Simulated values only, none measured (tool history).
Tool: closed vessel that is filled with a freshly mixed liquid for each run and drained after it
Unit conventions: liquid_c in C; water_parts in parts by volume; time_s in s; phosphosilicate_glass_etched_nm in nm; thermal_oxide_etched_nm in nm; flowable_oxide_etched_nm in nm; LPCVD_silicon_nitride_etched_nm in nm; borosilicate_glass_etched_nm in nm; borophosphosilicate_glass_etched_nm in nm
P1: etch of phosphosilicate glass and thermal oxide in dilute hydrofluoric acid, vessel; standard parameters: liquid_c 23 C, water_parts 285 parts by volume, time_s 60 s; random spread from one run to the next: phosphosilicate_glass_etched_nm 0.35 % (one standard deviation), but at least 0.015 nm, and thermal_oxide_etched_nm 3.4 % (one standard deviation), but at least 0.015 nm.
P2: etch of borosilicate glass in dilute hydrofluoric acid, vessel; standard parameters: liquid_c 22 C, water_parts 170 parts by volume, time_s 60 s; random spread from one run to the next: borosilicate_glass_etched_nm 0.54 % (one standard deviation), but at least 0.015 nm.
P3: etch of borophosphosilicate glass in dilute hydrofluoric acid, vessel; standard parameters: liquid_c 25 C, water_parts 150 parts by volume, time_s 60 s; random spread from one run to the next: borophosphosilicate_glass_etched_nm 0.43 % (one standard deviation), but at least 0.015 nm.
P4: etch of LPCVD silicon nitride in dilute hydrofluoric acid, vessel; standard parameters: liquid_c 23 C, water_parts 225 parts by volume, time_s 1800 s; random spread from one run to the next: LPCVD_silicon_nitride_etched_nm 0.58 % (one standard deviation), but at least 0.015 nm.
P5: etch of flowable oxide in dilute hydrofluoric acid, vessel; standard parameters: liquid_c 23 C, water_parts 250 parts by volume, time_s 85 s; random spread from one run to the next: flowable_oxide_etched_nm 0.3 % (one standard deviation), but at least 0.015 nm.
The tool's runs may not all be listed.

| run | hour | process | liquid_c | water_parts | time_s | hours since the thermometer was replaced | hours since the hydrofluoric acid flow meter was replaced | phosphosilicate_glass_etched_nm | thermal_oxide_etched_nm | flowable_oxide_etched_nm | LPCVD_silicon_nitride_etched_nm | borosilicate_glass_etched_nm | borophosphosilicate_glass_etched_nm |
|---|---|---|---|---|---|---|---|---|---|---|---|---|---|
| 1 | 10 | P1 | 23 | 285 | 60 | 1021.1 | 367.1 | 12.025 | 0.75247 |  |  |  |  |
| 2 | 15.7 | P1 | 23 | 520 | 60 | 1026.8 | 372.8 | 5.3232 | 0.31198 |  |  |  |  |
| 3 | 24.7 | P5 | 23 | 420 | 85 | 1035.8 | 381.8 |  |  | 4.4488 |  |  |  |
| 4 | 32 | P4 | 23 | 400 | 1800 | 1043.1 | 389.1 |  |  |  | 1.9651 |  |  |
| 5 | 42.2 | P5 | 23 | 250 | 85 | 1053.3 | 399.3 |  |  | 8.7236 |  |  |  |
| 6 | 49.3 | P1 | 23 | 285 | 60 | 1060.4 | 406.4 | 12.018 | 0.7082 |  |  |  |  |
| 7 | 54.7 | P1 | 23 | 285 | 60 | 1065.8 | 411.8 | 12.041 | 0.73268 |  |  |  |  |
|  | 57.7 | hydrofluoric acid flow meter replaced |
| 8 | 63.9 | P4 | 23 | 225 | 1800 | 1075 | 6.2 |  |  |  | 3.4872 |  |  |
| 9 | 71.5 | P1 | 23 | 165 | 60 | 1082.6 | 13.8 | 23.387 | 1.4403 |  |  |  |  |
| 10 | 80.3 | P2 | 22 | 295 | 60 | 1091.4 | 22.6 |  |  |  |  | 5.9432 |  |
| 11 | 89.5 | P4 | 17 | 225 | 1800 | 1100.6 | 31.8 |  |  |  | 2.3481 |  |  |
| 12 | 98.4 | P2 | 22 | 170 | 30 | 1109.5 | 40.7 |  |  |  |  | 5.8283 |  |
| 13 | 108.2 | P5 | 23 | 250 | 85 | 1119.3 | 50.5 |  |  | 8.7594 |  |  |  |
| 14 | 112.9 | P3 | 33 | 150 | 60 | 1124 | 55.2 |  |  |  |  |  | 19.91 |
| 15 | 122.6 | P1 | 23 | 285 | 30 | 1133.7 | 64.9 | 6.0457 | 0.35249 |  |  |  |  |
| 16 | 128.9 | P1 | 27.5 | 505 | 60 | 1140 | 71.2 | 6.4314 | 0.41589 |  |  |  |  |
| 17 | 135.6 | P1 | 19 | 470 | 60 | 1146.7 | 77.9 | 5.3995 | 0.34211 |  |  |  |  |
| 18 | 144.1 | P1 | 23 | 285 | 60 | 1155.2 | 86.4 | 11.968 | 0.71343 |  |  |  |  |
| 19 | 149.1 | P1 | 23 | 285 | 60 | 1160.2 | 91.4 | 11.913 | 0.73801 |  |  |  |  |
| 20 | 158.3 | P1 | 23 | 285 | 105 | 1169.4 | 100.6 | 20.974 | 1.2901 |  |  |  |  |
| 21 | 166.8 | P5 | 19.5 | 250 | 85 | 1177.9 | 109.1 |  |  | 7.6884 |  |  |  |
| 22 | 174.2 | P5 | 23 | 250 | 30 | 1185.3 | 116.5 |  |  | 3.1008 |  |  |  |
| 23 | 180.3 | P2 | 22 | 170 | 60 | 1191.4 | 122.6 |  |  |  |  | 11.729 |  |
| 24 | 188.2 | P1 | 28 | 285 | 60 | 1199.3 | 130.5 | 14.223 | 0.87986 |  |  |  |  |
| 25 | 196.2 | P3 | 25 | 150 | 95 | 1207.3 | 138.5 |  |  |  |  |  | 23.683 |
| 26 | 204.6 | P1 | 23 | 285 | 60 | 1215.7 | 146.9 | 12.032 | 0.75385 |  |  |  |  |
| 27 | 212.4 | P3 | 25 | 150 | 60 | 1223.5 | 154.7 |  |  |  |  |  | 14.866 |
| 28 | 220.4 | P4 | 23 | 225 | 1800 | 1231.5 | 162.7 |  |  |  | 3.4761 |  |  |
| 29 | 229.6 | P2 | 26.5 | 170 | 60 | 1240.7 | 171.9 |  |  |  |  | 13.889 |  |
| 30 | 236.2 | P4 | 23 | 225 | 160 | 1247.3 | 178.5 |  |  |  | 0.31269 |  |  |
| 31 | 245.5 | P1 | 23 | 285 | 60 | 1256.6 | 187.8 | 11.948 | 0.68615 |  |  |  |  |
| 32 | 256.1 | P1 | 18 | 285 | 60 | 1267.2 | 198.4 | 9.9923 | 0.63221 |  |  |  |  |
| 33 | 264.5 | P3 | 25 | 275 | 60 | 1275.6 | 206.8 |  |  |  |  |  | 7.1161 |
| 34 | 274.5 | P1 | 23 | 285 | 60 | 1285.6 | 216.8 | 11.957 | 0.75723 |  |  |  |  |
| 35 | 282.5 | P1 | 23 | 285 | 60 | 1293.6 | 224.8 | 12.389 | 0.67267 |  |  |  |  |
| 36 | 287.5 | P1 | 23 | 285 | 60 | 1298.6 | 229.8 | 12.587 | 0.7341 |  |  |  |  |
| 37 | 293.5 | P1 | 23 | 285 | 60 | 1304.6 | 235.8 | 12.531 | 0.72818 |  |  |  |  |
| 38 | 302.6 | P1 | 23 | 285 | 60 | 1313.7 | 244.9 | 12.59 | 0.77382 |  |  |  |  |
| 39 | 307.7 | P1 | 23 | 285 | 60 | 1318.8 | 250 | 12.653 | 0.8264 |  |  |  |  |
| 40 | 312.7 | P1 | 23 | 285 | 60 | 1323.8 | 255 | 12.657 | 0.8015 |  |  |  |  |
| 41 | 318.5 | P1 | 23 | 285 | 60 | 1329.6 | 260.8 | 12.617 | 0.73962 |  |  |  |  |
| 42 | 327.5 | P1 | 23 | 285 | 60 | 1338.6 | 269.8 | 12.728 | 0.767 |  |  |  |  |

The output of P1 has drifted from where it used to be. Each of the 2 causes below, taken at the size shown beside it, accounts for the log equally well:
A: liquid hotter than its thermometer reads (K) = 1.67
B: hydrofluoric acid flow above the setpoint (%) = 4.71
At approximately hour 274.5, the process output began to creep.

Which of the 4 check runs listed below, each an average over 5 wafers with its results shown as question marks, gives clearly different results under the different listed causes?
| check 1 | 336.5 | P5 | 23 | 415 | 30 |  |  |  |  | ? |  |  |  |
| check 2 | 336.5 | P2 | 22 | 265 | 30 |  |  |  |  |  |  | ? |  |
| check 3 | 336.5 | P3 | 25 | 255 | 90 |  |  |  |  |  |  |  | ? |
| check 4 | 336.5 | P4 | 19.5 | 225 | 535 |  |  |  |  |  | ? |  |  |

Check results expected under each cause:
| check | result | if A | if B |
|---|---|---|---|
| check 1 | flowable_oxide_etched_nm | 1.684 | 1.6972 |
| check 2 | borosilicate_glass_etched_nm | 3.6225 | 3.6134 |
| check 3 | borophosphosilicate_glass_etched_nm | 12.434 | 12.43 |
| check 4 | LPCVD_silicon_nitride_etched_nm | 0.92226 | 0.86528 |
Minimum pairwise separation of causes per check, each pair taken at its best-separating result: check 1 0.78 %; check 2 0.25 %; check 3 0.03 %; check 4 6.38 %
The other checks would show nearly matching results whichever cause is true, so check 4 is the only one that separates the causes.

Running check 4 produced the following: LPCVD_silicon_nitride_etched_nm 0.8679 nm. Which one of the listed causes fits?

It is B: hydrofluoric acid flow above the setpoint (%).

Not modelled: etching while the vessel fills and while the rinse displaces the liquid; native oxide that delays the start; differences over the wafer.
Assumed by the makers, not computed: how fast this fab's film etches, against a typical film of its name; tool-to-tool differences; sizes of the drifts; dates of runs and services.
